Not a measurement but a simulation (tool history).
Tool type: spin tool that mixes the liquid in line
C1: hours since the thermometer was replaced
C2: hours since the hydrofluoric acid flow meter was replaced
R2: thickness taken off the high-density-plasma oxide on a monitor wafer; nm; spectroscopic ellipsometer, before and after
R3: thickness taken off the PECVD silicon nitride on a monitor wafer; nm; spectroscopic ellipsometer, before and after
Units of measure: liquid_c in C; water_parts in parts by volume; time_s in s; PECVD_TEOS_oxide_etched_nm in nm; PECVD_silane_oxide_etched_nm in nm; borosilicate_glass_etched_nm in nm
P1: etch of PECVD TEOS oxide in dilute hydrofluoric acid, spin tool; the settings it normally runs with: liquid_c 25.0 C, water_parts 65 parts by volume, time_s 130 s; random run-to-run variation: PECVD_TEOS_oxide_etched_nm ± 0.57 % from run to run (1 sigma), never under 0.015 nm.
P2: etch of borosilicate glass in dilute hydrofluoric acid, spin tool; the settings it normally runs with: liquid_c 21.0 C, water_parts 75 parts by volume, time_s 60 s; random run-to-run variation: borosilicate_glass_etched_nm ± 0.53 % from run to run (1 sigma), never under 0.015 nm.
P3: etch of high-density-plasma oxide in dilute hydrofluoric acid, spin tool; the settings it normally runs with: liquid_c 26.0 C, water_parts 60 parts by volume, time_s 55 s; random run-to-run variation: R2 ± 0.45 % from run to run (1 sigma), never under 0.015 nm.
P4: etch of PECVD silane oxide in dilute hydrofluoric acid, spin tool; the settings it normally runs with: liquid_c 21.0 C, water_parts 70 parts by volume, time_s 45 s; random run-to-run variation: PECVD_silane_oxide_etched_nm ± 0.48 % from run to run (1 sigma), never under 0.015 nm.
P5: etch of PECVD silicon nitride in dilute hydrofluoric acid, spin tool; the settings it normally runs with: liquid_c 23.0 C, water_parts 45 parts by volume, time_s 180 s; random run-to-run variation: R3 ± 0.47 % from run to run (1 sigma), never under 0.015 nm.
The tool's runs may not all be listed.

{"run": 1, "hour": 4.5, "process": "P1", "liquid_c": 25.0, "water_parts": 65, "time_s": 130, "C1": 469.8, "C2": 237.7, "PECVD_TEOS_oxide_etched_nm": 26.548}
{"run": 2, "hour": 9.8, "process": "P3", "liquid_c": 26.0, "water_parts": 60, "time_s": 55, "C1": 475.1, "C2": 243.0, "R2": 5.5824}
{"run": 3, "hour": 17.4, "process": "P5", "liquid_c": 23.0, "water_parts": 45, "time_s": 340, "C1": 482.7, "C2": 250.6, "R3": 11.933}
{"run": 4, "hour": 23.3, "process": "P4", "liquid_c": 21.0, "water_parts": 20, "time_s": 45, "C1": 488.6, "C2": 256.5, "PECVD_silane_oxide_etched_nm": 66.238}
{"run": 5, "hour": 28.7, "process": "P1", "liquid_c": 32.5, "water_parts": 65, "time_s": 130, "C1": 494.0, "C2": 261.9, "PECVD_TEOS_oxide_etched_nm": 35.056}
{"run": 6, "hour": 34.8, "process": "P1", "liquid_c": 28.5, "water_parts": 65, "time_s": 190, "C1": 500.1, "C2": 268.0, "PECVD_TEOS_oxide_etched_nm": 43.5}
{"run": 7, "hour": 38.3, "process": "P4", "liquid_c": 21.0, "water_parts": 70, "time_s": 45, "C1": 503.6, "C2": 271.5, "PECVD_silane_oxide_etched_nm": 17.67}
{"run": 8, "hour": 41.8, "process": "P1", "liquid_c": 25.0, "water_parts": 20, "time_s": 130, "C1": 507.1, "C2": 275.0, "PECVD_TEOS_oxide_etched_nm": 90.665}
{"run": 9, "hour": 45.3, "process": "P5", "liquid_c": 23.0, "water_parts": 45, "time_s": 180, "C1": 510.6, "C2": 278.5, "R3": 6.2953}
{"run": 10, "hour": 51.5, "process": "P5", "liquid_c": 31.0, "water_parts": 45, "time_s": 180, "C1": 516.8, "C2": 284.7, "R3": 10.79}
{"run": 11, "hour": 57.6, "process": "P1", "liquid_c": 25.0, "water_parts": 65, "time_s": 210, "C1": 522.9, "C2": 290.8, "PECVD_TEOS_oxide_etched_nm": 42.211}
{"run": 12, "hour": 63.1, "process": "P4", "liquid_c": 17.0, "water_parts": 70, "time_s": 45, "C1": 528.4, "C2": 296.3, "PECVD_silane_oxide_etched_nm": 15.013}
{"run": 13, "hour": 70.3, "process": "P3", "liquid_c": 26.0, "water_parts": 85, "time_s": 55, "C1": 535.6, "C2": 303.5, "R2": 3.8205}
{"run": 14, "hour": 74.9, "process": "P2", "liquid_c": 21.0, "water_parts": 140, "time_s": 60, "C1": 540.2, "C2": 308.1, "borosilicate_glass_etched_nm": 20.581}
{"run": 15, "hour": 79.6, "process": "P1", "liquid_c": 21.0, "water_parts": 65, "time_s": 130, "C1": 544.9, "C2": 312.8, "PECVD_TEOS_oxide_etched_nm": 22.178}
{"hour": 80.4, "done": "thermometer replaced"}
{"run": 16, "hour": 84.8, "process": "P1", "liquid_c": 25.0, "water_parts": 65, "time_s": 130, "C1": 4.4, "C2": 318.0, "PECVD_TEOS_oxide_etched_nm": 26.101}
{"run": 17, "hour": 89.4, "process": "P1", "liquid_c": 25.0, "water_parts": 65, "time_s": 130, "C1": 9.0, "C2": 322.6, "PECVD_TEOS_oxide_etched_nm": 26.393}
{"run": 18, "hour": 94.9, "process": "P5", "liquid_c": 23.0, "water_parts": 60, "time_s": 180, "C1": 14.5, "C2": 328.1, "R3": 4.7927}
{"run": 19, "hour": 99.8, "process": "P3", "liquid_c": 26.0, "water_parts": 60, "time_s": 55, "C1": 19.4, "C2": 333.0, "R2": 5.5096}
{"run": 20, "hour": 107.2, "process": "P1", "liquid_c": 25.0, "water_parts": 65, "time_s": 15, "C1": 26.8, "C2": 340.4, "PECVD_TEOS_oxide_etched_nm": 3.0347}
{"run": 21, "hour": 112.2, "process": "P1", "liquid_c": 25.0, "water_parts": 65, "time_s": 130, "C1": 31.8, "C2": 345.4, "PECVD_TEOS_oxide_etched_nm": 26.373}
{"run": 22, "hour": 119.6, "process": "P1", "liquid_c": 18.0, "water_parts": 90, "time_s": 130, "C1": 39.2, "C2": 352.8, "PECVD_TEOS_oxide_etched_nm": 13.782}
{"run": 23, "hour": 123.3, "process": "P5", "liquid_c": 23.0, "water_parts": 45, "time_s": 180, "C1": 42.9, "C2": 356.5, "R3": 6.3018}
{"run": 24, "hour": 130.2, "process": "P1", "liquid_c": 25.0, "water_parts": 65, "time_s": 130, "C1": 49.8, "C2": 363.4, "PECVD_TEOS_oxide_etched_nm": 26.324}
{"run": 25, "hour": 135.3, "process": "P4", "liquid_c": 21.0, "water_parts": 70, "time_s": 45, "C1": 54.9, "C2": 368.5, "PECVD_silane_oxide_etched_nm": 17.652}
{"run": 26, "hour": 142.3, "process": "P2", "liquid_c": 21.0, "water_parts": 75, "time_s": 20, "C1": 61.9, "C2": 375.5, "borosilicate_glass_etched_nm": 13.539}
{"run": 27, "hour": 145.8, "process": "P2", "liquid_c": 21.0, "water_parts": 75, "time_s": 60, "C1": 65.4, "C2": 379.0, "borosilicate_glass_etched_nm": 40.823}
{"run": 28, "hour": 152.0, "process": "P4", "liquid_c": 21.0, "water_parts": 70, "time_s": 75, "C1": 71.6, "C2": 385.2, "PECVD_silane_oxide_etched_nm": 29.579}
{"run": 29, "hour": 158.8, "process": "P1", "liquid_c": 25.0, "water_parts": 40, "time_s": 215, "C1": 78.4, "C2": 392.0, "PECVD_TEOS_oxide_etched_nm": 72.892}
{"run": 30, "hour": 163.9, "process": "P3", "liquid_c": 32.0, "water_parts": 60, "time_s": 55, "C1": 83.5, "C2": 397.1, "R2": 7.0283}
{"run": 31, "hour": 169.2, "process": "P1", "liquid_c": 25.0, "water_parts": 95, "time_s": 130, "C1": 88.8, "C2": 402.4, "PECVD_TEOS_oxide_etched_nm": 17.4}
{"run": 32, "hour": 175.6, "process": "P2", "liquid_c": 17.0, "water_parts": 75, "time_s": 60, "C1": 95.2, "C2": 408.8, "borosilicate_glass_etched_nm": 34.842}
{"run": 33, "hour": 180.7, "process": "P3", "liquid_c": 26.0, "water_parts": 60, "time_s": 85, "C1": 100.3, "C2": 413.9, "R2": 8.5733}
{"run": 34, "hour": 186.8, "process": "P1", "liquid_c": 25.0, "water_parts": 65, "time_s": 130, "C1": 106.4, "C2": 420.0, "PECVD_TEOS_oxide_etched_nm": 26.558}
{"run": 35, "hour": 193.8, "process": "P1", "liquid_c": 25.0, "water_parts": 65, "time_s": 130, "C1": 113.4, "C2": 427.0, "PECVD_TEOS_oxide_etched_nm": 26.282}
{"run": 36, "hour": 198.2, "process": "P1", "liquid_c": 25.0, "water_parts": 65, "time_s": 130, "C1": 117.8, "C2": 431.4, "PECVD_TEOS_oxide_etched_nm": 26.585}
{"run": 37, "hour": 203.6, "process": "P1", "liquid_c": 25.0, "water_parts": 65, "time_s": 130, "C1": 123.2, "C2": 436.8, "PECVD_TEOS_oxide_etched_nm": 27.308}
{"run": 38, "hour": 207.3, "process": "P1", "liquid_c": 25.0, "water_parts": 65, "time_s": 130, "C1": 126.9, "C2": 440.5, "PECVD_TEOS_oxide_etched_nm": 27.85}
{"run": 39, "hour": 212.0, "process": "P1", "liquid_c": 25.0, "water_parts": 65, "time_s": 130, "C1": 131.6, "C2": 445.2, "PECVD_TEOS_oxide_etched_nm": 27.859}
{"run": 40, "hour": 217.0, "process": "P1", "liquid_c": 25.0, "water_parts": 65, "time_s": 130, "C1": 136.6, "C2": 450.2, "PECVD_TEOS_oxide_etched_nm": 28.131}
{"run": 41, "hour": 223.1, "process": "P1", "liquid_c": 25.0, "water_parts": 65, "time_s": 130, "C1": 142.7, "C2": 456.3, "PECVD_TEOS_oxide_etched_nm": 27.998}
{"run": 42, "hour": 230.6, "process": "P1", "liquid_c": 25.0, "water_parts": 65, "time_s": 130, "C1": 150.2, "C2": 463.8, "PECVD_TEOS_oxide_etched_nm": 28.399}
{"run": 43, "hour": 236.6, "process": "P1", "liquid_c": 25.0, "water_parts": 65, "time_s": 130, "C1": 156.2, "C2": 469.8, "PECVD_TEOS_oxide_etched_nm": 28.478}

Run 44 has not been measured yet. What should we expect?
{"run": 44, "hour": 243.8, "process": "P1", "liquid_c": 25.0, "water_parts": 65, "time_s": 130, "C1": 163.4, "C2": 477.0, "PECVD_TEOS_oxide_etched_nm": "?"}

Run 44 gave PECVD_TEOS_oxide_etched_nm 28.0850 nm.

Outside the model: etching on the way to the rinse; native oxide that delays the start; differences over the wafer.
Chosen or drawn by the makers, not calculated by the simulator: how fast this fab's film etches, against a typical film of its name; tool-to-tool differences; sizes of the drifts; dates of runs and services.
